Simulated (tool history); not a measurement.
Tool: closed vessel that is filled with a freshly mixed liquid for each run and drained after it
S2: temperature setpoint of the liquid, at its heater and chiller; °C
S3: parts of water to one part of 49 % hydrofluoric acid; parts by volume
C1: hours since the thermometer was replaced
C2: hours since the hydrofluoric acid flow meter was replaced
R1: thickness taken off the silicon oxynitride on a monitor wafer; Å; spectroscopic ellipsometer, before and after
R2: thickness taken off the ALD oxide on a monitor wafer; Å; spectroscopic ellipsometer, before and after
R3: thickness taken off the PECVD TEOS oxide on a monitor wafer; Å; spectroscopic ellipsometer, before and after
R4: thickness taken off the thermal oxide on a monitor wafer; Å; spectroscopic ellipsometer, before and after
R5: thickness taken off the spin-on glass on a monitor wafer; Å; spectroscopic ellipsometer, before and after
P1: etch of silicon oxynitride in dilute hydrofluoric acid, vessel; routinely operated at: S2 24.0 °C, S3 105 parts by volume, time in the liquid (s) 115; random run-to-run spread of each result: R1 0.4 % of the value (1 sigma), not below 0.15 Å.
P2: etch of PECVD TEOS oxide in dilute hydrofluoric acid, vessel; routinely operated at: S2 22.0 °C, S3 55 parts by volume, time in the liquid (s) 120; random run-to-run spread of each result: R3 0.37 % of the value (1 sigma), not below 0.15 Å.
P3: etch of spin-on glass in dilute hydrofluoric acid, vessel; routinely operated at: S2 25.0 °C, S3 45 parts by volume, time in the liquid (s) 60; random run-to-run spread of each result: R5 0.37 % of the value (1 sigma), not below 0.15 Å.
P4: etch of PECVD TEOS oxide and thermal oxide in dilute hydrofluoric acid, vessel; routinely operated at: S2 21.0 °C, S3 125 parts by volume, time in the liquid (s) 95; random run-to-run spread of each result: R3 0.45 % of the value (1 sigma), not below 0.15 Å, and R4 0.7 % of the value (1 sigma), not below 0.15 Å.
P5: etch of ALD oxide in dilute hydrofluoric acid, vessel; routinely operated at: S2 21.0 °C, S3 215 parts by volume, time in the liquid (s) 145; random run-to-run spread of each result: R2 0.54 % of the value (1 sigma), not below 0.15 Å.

Run 1, hour 9.3: process that ran P1, S2 24.0 °C, S3 105 parts by volume, time in the liquid (s) 115; C1 1142.6; C2 533.5. Result: R1 49.953 Å.
Run 2, hour 20.3: process that ran P5, S2 29.0 °C, S3 215 parts by volume, time in the liquid (s) 145; C1 1153.6; C2 544.5. Result: R2 221.160 Å.
Run 3, hour 29.4: process that ran P4, S2 21.0 °C, S3 30 parts by volume, time in the liquid (s) 95; C1 1162.7; C2 553.6. Result: R3 876.05 Å, R4 136.690 Å.
Run 4, hour 37.0: process that ran P1, S2 24.0 °C, S3 105 parts by volume, time in the liquid (s) 115; C1 1170.3; C2 561.2. Result: R1 49.437 Å.
Run 5, hour 51.5: process that ran P1, S2 24.0 °C, S3 105 parts by volume, time in the liquid (s) 115; C1 1184.8; C2 575.7. Result: R1 49.568 Å.
Run 6, hour 62.2: process that ran P2, S2 22.0 °C, S3 20 parts by volume, time in the liquid (s) 120; C1 1195.5; C2 586.4. Result: R3 859.98 Å.
Run 7, hour 72.4: process that ran P1, S2 17.0 °C, S3 105 parts by volume, time in the liquid (s) 115; C1 1205.7; C2 596.6. Result: R1 35.222 Å.
Run 8, hour 83.6: process that ran P1, S2 24.0 °C, S3 105 parts by volume, time in the liquid (s) 30; C1 1216.9; C2 607.8. Result: R1 12.591 Å.
Run 9, hour 91.5: process that ran P4, S2 21.0 °C, S3 125 parts by volume, time in the liquid (s) 95; C1 1224.8; C2 615.7. Result: R3 188.54 Å, R4 29.657 Å.
Run 10, hour 101.5: process that ran P5, S2 21.0 °C, S3 215 parts by volume, time in the liquid (s) 145; C1 1234.8; C2 625.7. Result: R2 165.620 Å.
Run 11, hour 111.1: process that ran P2, S2 22.0 °C, S3 55 parts by volume, time in the liquid (s) 235; C1 1244.4; C2 635.3. Result: R3 582.95 Å.
Run 12, hour 122.9: process that ran P1, S2 30.0 °C, S3 65 parts by volume, time in the liquid (s) 115; C1 1256.2; C2 647.1. Result: R1 109.760 Å.
Run 13, hour 133.6: process that ran P1, S2 24.0 °C, S3 30 parts by volume, time in the liquid (s) 205; C1 1266.9; C2 657.8. Result: R1 327.970 Å.
Run 14, hour 147.4: process that ran P4, S2 17.0 °C, S3 125 parts by volume, time in the liquid (s) 95; C1 1280.7; C2 671.6. Result: R3 159.97 Å, R4 25.338 Å.
Run 15, hour 156.6: process that ran P1, S2 24.0 °C, S3 105 parts by volume, time in the liquid (s) 115; C1 1289.9; C2 680.8. Result: R1 49.115 Å.
Run 16, hour 166.5: process that ran P1, S2 24.0 °C, S3 105 parts by volume, time in the liquid (s) 210; C1 1299.8; C2 690.7. Result: R1 90.233 Å.
Run 17, hour 177.4: process that ran P5, S2 21.0 °C, S3 215 parts by volume, time in the liquid (s) 245; C1 1310.7; C2 701.6. Result: R2 280.740 Å.
Run 18, hour 190.7: process that ran P1, S2 24.0 °C, S3 105 parts by volume, time in the liquid (s) 115; C1 1324.0; C2 714.9. Result: R1 49.723 Å.
Run 19, hour 201.2: process that ran P4, S2 21.0 °C, S3 125 parts by volume, time in the liquid (s) 180; C1 1334.5; C2 725.4. Result: R3 355.96 Å, R4 56.576 Å.
Run 20, hour 210.7: process that ran P1, S2 24.0 °C, S3 105 parts by volume, time in the liquid (s) 115; C1 1344.0; C2 734.9. Result: R1 50.066 Å.
Run 21, hour 218.4: process that ran P1, S2 24.0 °C, S3 65 parts by volume, time in the liquid (s) 115; C1 1351.7; C2 742.6. Result: R1 82.907 Å.
Run 22, hour 231.3: process that ran P3, S2 29.0 °C, S3 45 parts by volume, time in the liquid (s) 60; C1 1364.6; C2 755.5. Result: R5 1236.50 Å.
Run 23, hour 238.7: process that ran P5, S2 21.0 °C, S3 390 parts by volume, time in the liquid (s) 145; C1 1372.0; C2 762.9. Result: R2 78.293 Å.
Run 24, hour 252.3: process that ran P1, S2 19.0 °C, S3 105 parts by volume, time in the liquid (s) 30; C1 1385.6; C2 776.5. Result: R1 10.401 Å.
Run 25, hour 264.7: process that ran P3, S2 25.0 °C, S3 45 parts by volume, time in the liquid (s) 30; C1 1398.0; C2 788.9. Result: R5 524.71 Å.
Run 26, hour 276.0: process that ran P1, S2 24.0 °C, S3 105 parts by volume, time in the liquid (s) 115; C1 1409.3; C2 800.2. Result: R1 49.254 Å.
Run 27, hour 283.7: process that ran P1, S2 24.0 °C, S3 165 parts by volume, time in the liquid (s) 115; C1 1417.0; C2 807.9. Result: R1 30.097 Å.
Run 28, hour 293.1: process that ran P1, S2 31.5 °C, S3 105 parts by volume, time in the liquid (s) 115; C1 1426.4; C2 817.3. Result: R1 69.572 Å.
Run 29, hour 300.8: process that ran P3, S2 25.0 °C, S3 20 parts by volume, time in the liquid (s) 60; C1 1434.1; C2 825.0. Result: R5 2439.40 Å.
Run 30, hour 311.5: process that ran P3, S2 25.0 °C, S3 45 parts by volume, time in the liquid (s) 60; C1 1444.8; C2 835.7. Result: R5 1055.40 Å.
Run 31, hour 323.6: process that ran P2, S2 17.0 °C, S3 55 parts by volume, time in the liquid (s) 120; C1 1456.9; C2 847.8. Result: R3 241.83 Å.
Run 32, hour 331.2: process that ran P2, S2 22.0 °C, S3 55 parts by volume, time in the liquid (s) 120; C1 1464.5; C2 855.4. Result: R3 301.81 Å.
Run 33, hour 343.8: process that ran P1, S2 24.0 °C, S3 105 parts by volume, time in the liquid (s) 115; C1 1477.1; C2 868.0. Result: R1 49.638 Å.
Run 34, hour 356.3: process that ran P1, S2 24.0 °C, S3 105 parts by volume, time in the liquid (s) 115; C1 1489.6; C2 880.5. Result: R1 51.792 Å.
Run 35, hour 362.9: process that ran P1, S2 24.0 °C, S3 105 parts by volume, time in the liquid (s) 115; C1 1496.2; C2 887.1. Result: R1 52.071 Å.
Run 36, hour 374.1: process that ran P1, S2 24.0 °C, S3 105 parts by volume, time in the liquid (s) 115; C1 1507.4; C2 898.3. Result: R1 52.814 Å.
Run 37, hour 388.1: process that ran P1, S2 24.0 °C, S3 105 parts by volume, time in the liquid (s) 115; C1 1521.4; C2 912.3. Result: R1 53.425 Å.
Run 38, hour 395.2: process that ran P1, S2 24.0 °C, S3 105 parts by volume, time in the liquid (s) 115; C1 1528.5; C2 919.4. Result: R1 53.425 Å.
Run 39, hour 402.3: process that ran P1, S2 24.0 °C, S3 105 parts by volume, time in the liquid (s) 115; C1 1535.6; C2 926.5. Result: R1 53.293 Å.
Run 40, hour 410.3: process that ran P1, S2 24.0 °C, S3 105 parts by volume, time in the liquid (s) 115; C1 1543.6; C2 934.5. Result: R1 53.142 Å.
Run 41, hour 418.4: process that ran P1, S2 24.0 °C, S3 105 parts by volume, time in the liquid (s) 115; C1 1551.7; C2 942.6. Result: R1 53.045 Å.

What P1 gives has crept off from where it sat before. The 2 causes that follow fit the log equally well, each at the size noted:
A: hydrofluoric acid flow above the setpoint (%) = 6.92
B: liquid hotter than its thermometer reads (K) = 1.56
The process output started creeping at around hour 343.8.

The list below offers 4 check runs, each averaging the results of 2 wafers, and shows each result as a question mark. For which of them would the listed causes give clearly different results?
Run check 1, hour 426.5: process that ran P4, S2 17.5 °C, S3 45 parts by volume, time in the liquid (s) 95. Result: R3 ?, R4 ?.
Run check 2, hour 426.5: process that ran P2, S2 17.0 °C, S3 55 parts by volume, time in the liquid (s) 230. Result: R3 ?.
Run check 3, hour 426.5: process that ran P3, S2 29.0 °C, S3 20 parts by volume, time in the liquid (s) 60. Result: R5 ?.
Run check 4, hour 426.5: process that ran P5, S2 21.0 °C, S3 360 parts by volume, time in the liquid (s) 240. Result: R2 ?.

Expected result of each check under each candidate cause:
  check  result     if A     if B
check 1      R3   528.80   527.34
check 1      R4   83.316   83.086
check 2      R3   498.97   497.14
check 3      R5  3095.00  3078.00
check 4      R2  156.840  151.690
Smallest distance between any two causes, each pair judged by its most separating result, in per cent: check 1 0.28 %; check 2 0.37 %; check 3 0.55 %; check 4 3.34 %
Of the check runs offered, only check 4 discriminates between the causes; the rest would read about the same regardless of which cause applies.

Here is what check 4 returned: R2 151.460 Å. Which cause is it?

It is B: liquid hotter than its thermometer reads (K).
